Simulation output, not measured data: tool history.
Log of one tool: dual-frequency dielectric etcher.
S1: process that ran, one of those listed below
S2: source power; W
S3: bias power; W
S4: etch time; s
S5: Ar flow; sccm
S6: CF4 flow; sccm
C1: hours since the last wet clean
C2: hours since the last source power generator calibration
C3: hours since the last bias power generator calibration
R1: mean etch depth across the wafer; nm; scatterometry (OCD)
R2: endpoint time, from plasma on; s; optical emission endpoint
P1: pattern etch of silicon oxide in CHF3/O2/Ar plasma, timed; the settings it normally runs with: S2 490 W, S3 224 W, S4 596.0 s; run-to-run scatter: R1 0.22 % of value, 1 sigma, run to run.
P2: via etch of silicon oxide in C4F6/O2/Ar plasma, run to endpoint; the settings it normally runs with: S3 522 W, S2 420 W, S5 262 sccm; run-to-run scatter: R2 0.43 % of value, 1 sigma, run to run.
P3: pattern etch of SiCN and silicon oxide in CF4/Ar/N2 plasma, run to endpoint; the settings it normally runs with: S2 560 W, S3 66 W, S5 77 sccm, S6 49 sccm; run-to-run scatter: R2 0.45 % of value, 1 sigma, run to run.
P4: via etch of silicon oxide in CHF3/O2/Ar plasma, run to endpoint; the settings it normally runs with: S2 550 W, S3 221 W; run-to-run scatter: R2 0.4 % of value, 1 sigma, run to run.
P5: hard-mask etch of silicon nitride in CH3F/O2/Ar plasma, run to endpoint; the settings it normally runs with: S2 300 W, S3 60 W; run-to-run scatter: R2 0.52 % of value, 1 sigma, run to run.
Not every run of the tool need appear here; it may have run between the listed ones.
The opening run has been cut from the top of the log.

run   hour  S1   S2   S3     S4   S5  S6     C1      C2      C3       R1        R2
  2   18.1  P1  490  224  596.0           243.6  2476.6  2502.3  1168.90
  3   24.3  P1  490  224  439.5           249.8  2482.8  2508.5   859.92
  4   28.8  P3  560   66         106  49  254.3  2487.3  2513.0            11.8840
  5   38.1  P4  550  221                  263.6  2496.6  2522.3           386.0400
  6   47.0  P2  420  522         262      272.5  2505.5  2531.2            25.1080
  7   52.0  P1  490  224  795.0           277.5  2510.5  2536.2  1561.80
  8   61.2  P3  560   66          77  30  286.7  2519.7  2545.4            12.1510
  9   66.2  P1  490  224  596.0           291.7  2524.7  2550.4  1170.30
 10   72.9  P1  490  224  596.0           298.4  2531.4  2557.1  1172.10
 11   82.6  P1  490  224  596.0           308.1  2541.1  2566.8  1166.90
 12   88.3  P3  560   66          77  49  313.8  2546.8  2572.5            11.2070
 13   96.5  P5  430   60                  322.0  2555.0  2580.7            78.7970
 14  102.5  P1  680  224  596.0           328.0  2561.0  2586.7  1321.00
 15  111.0  P1  490  136  749.0           336.5  2569.5  2595.2  1235.30
 16  118.6  P2  420  522         371      344.1  2577.1  2602.8            25.9470
 17  125.8  P3  770   66          77  49  351.3  2584.3  2610.0             8.4557
 18  134.2  P1  490  287  596.0           359.7  2592.7  2618.4  1279.80
 19  140.1  P2  420  522         262      365.6  2598.6  2624.3            25.1710
 20  146.2  P3  560   66          77  49  371.7  2604.7  2630.4            11.2100
 21  153.6  P1  490  180  596.0           379.1  2612.1  2637.8  1084.90
 22  159.5  P1  360  224  596.0           385.0  2618.0  2643.7  1038.60
 23  165.7  P2  420  659         262      391.2  2624.2  2649.9            22.9030

What will run 24 give?
 24  173.8  P4  710  221              399.3  2632.3  2658.0       ?

{"run 24": {"R2": 347.28}}

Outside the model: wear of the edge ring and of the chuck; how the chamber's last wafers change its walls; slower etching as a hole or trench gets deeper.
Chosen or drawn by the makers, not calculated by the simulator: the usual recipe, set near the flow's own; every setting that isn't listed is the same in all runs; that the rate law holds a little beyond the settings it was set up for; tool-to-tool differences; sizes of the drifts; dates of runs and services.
